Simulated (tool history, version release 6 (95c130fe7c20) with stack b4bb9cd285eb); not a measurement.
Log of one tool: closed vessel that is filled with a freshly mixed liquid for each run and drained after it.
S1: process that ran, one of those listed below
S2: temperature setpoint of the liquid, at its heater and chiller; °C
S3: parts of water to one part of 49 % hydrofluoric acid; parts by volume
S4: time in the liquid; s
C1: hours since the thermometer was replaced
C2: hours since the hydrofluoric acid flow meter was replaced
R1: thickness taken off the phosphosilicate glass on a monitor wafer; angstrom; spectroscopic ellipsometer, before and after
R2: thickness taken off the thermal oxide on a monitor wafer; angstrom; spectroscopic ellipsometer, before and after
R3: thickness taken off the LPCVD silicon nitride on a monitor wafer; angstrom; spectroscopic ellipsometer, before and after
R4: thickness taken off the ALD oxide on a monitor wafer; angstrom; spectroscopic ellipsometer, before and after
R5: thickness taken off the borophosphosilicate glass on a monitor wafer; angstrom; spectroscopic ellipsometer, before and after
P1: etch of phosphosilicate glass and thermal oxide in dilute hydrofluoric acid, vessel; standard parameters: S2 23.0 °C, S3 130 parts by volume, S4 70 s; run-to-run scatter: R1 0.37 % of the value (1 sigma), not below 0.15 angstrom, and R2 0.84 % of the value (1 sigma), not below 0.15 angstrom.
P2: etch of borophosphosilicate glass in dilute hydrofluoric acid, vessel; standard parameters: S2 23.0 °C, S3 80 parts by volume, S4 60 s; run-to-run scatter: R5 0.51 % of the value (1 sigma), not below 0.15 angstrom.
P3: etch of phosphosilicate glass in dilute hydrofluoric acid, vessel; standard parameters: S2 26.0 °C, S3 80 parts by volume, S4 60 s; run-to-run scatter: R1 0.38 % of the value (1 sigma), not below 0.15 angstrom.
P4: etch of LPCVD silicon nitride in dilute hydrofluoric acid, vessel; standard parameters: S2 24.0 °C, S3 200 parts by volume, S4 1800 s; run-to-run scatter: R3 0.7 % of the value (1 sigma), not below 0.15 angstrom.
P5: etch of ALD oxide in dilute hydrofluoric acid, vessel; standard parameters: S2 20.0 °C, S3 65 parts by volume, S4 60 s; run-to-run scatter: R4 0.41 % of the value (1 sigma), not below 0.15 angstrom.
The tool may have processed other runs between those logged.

run,hour,S1,S2,S3,S4,C1,C2,R1,R2,R3,R4,R5
1,12.0,P1,23.0,130,70,161.3,744.8,581.26,24.628,,,
2,25.7,P1,30.5,130,70,175.0,758.5,771.58,32.669,,,
3,35.0,P4,24.0,300,1800,184.3,767.8,,,26.4600,,
4,49.2,P5,20.0,25,60,198.5,782.0,,,,545.83,
5,62.3,P4,17.5,200,1800,211.6,795.1,,,26.2160,,
6,76.9,P3,26.0,80,60,226.2,809.7,1525.40,,,,
7,85.1,P2,23.0,25,60,234.4,817.9,,,,,1780.10
8,96.4,P1,23.0,130,70,245.7,829.2,578.96,24.616,,,
9,112.5,P5,20.0,65,30,261.8,845.3,,,,100.80,
10,126.7,P1,23.0,130,70,276.0,859.5,582.56,24.145,,,
11,142.9,P3,33.5,80,60,292.2,875.7,2029.00,,,,
12,156.3,P3,26.0,80,60,305.6,889.1,1530.60,,,,
13,167.1,P5,20.0,65,60,316.4,899.9,,,,201.49,
14,176.1,P2,23.0,80,60,325.4,908.9,,,,,515.40
15,186.5,P1,23.0,130,70,335.8,919.3,581.29,24.711,,,
16,199.4,P1,23.0,65,70,348.7,932.2,1257.20,53.505,,,
17,215.5,P1,23.0,130,70,364.8,948.3,578.68,24.966,,,
18,227.1,P3,26.0,80,30,376.4,959.9,763.74,,,,
19,237.6,P1,23.0,130,70,386.9,970.4,581.68,24.608,,,
20,249.5,P4,24.0,200,1800,398.8,982.3,,,40.2300,,
21,262.1,P1,18.0,130,70,411.4,994.9,475.15,20.569,,,
22,274.2,P3,26.0,145,60,423.5,1007.0,780.74,,,,
23,289.1,P1,23.0,130,70,438.4,1021.9,582.20,24.528,,,
24,302.1,P1,23.0,130,30,451.4,1034.9,248.85,10.236,,,
25,313.4,P1,23.0,195,70,462.7,1046.2,360.28,15.033,,,
26,320.8,P5,28.0,65,60,470.1,1053.6,,,,278.37,
27,334.0,P1,17.0,80,70,483.3,1066.8,778.91,33.065,,,
28,349.8,P1,23.0,130,115,499.1,1082.6,949.44,40.116,,,
29,366.7,P2,26.5,80,60,516.0,1099.5,,,,,592.32
30,375.4,P2,23.0,80,95,524.7,1108.2,,,,,823.41
31,390.0,P4,24.0,200,200,539.3,1122.8,,,4.2818,,
32,397.9,P1,23.0,130,70,547.2,1130.7,579.73,24.459,,,
33,406.2,P1,23.0,130,70,555.5,1139.0,559.56,23.941,,,
34,417.6,P1,23.0,130,70,566.9,1150.4,547.69,23.026,,,
35,434.4,P1,23.0,130,70,583.7,1167.2,537.59,22.350,,,
36,446.9,P1,23.0,130,70,596.2,1179.7,537.25,22.600,,,
37,454.3,P1,23.0,130,70,603.6,1187.1,534.19,22.564,,,
38,468.8,P1,23.0,130,70,618.1,1201.6,532.54,22.232,,,

Compared with where it was, what P1 gives has crept away. Each cause listed below fits the log as well as the rest, at the size given for it:
A: liquid colder than its thermometer reads (K) = 2.15
B: hydrofluoric acid flow below the setpoint (%) = 7.09
The gradual shift began around hour 397.9.

The list below offers 4 check runs, each averaging the results of 2 wafers, and shows each result as a question mark. For which of them would the listed causes give clearly different results?
check 1,483.3,P2,23.0,80,85,,,,,,,?
check 2,483.3,P5,27.0,65,60,,,,,,?,
check 3,483.3,P3,30.0,80,60,,,?,,,,
check 4,483.3,P4,24.0,200,1175,,,,,?,,

What every check run would give for each of its results, assuming each possible cause in turn:
check,result,if A,if B
check 1,R5,673.73,678.48
check 2,R4,245.27,246.66
check 3,R1,1646.30,1647.10
check 4,R3,22.6290,24.1380
Gap, in per cent, between the two causes that each check separates least, read from the result that separates them most: check 1 0.7 %; check 2 0.56 %; check 3 0.05 %; check 4 6.45 %
The causes can be told apart only by check 4. The other checks would give nearly the same results under each of them.

Here is what check 4 returned: R3 22.4790 angstrom. Which cause is it?

It was cause A: liquid colder than its thermometer reads (K).
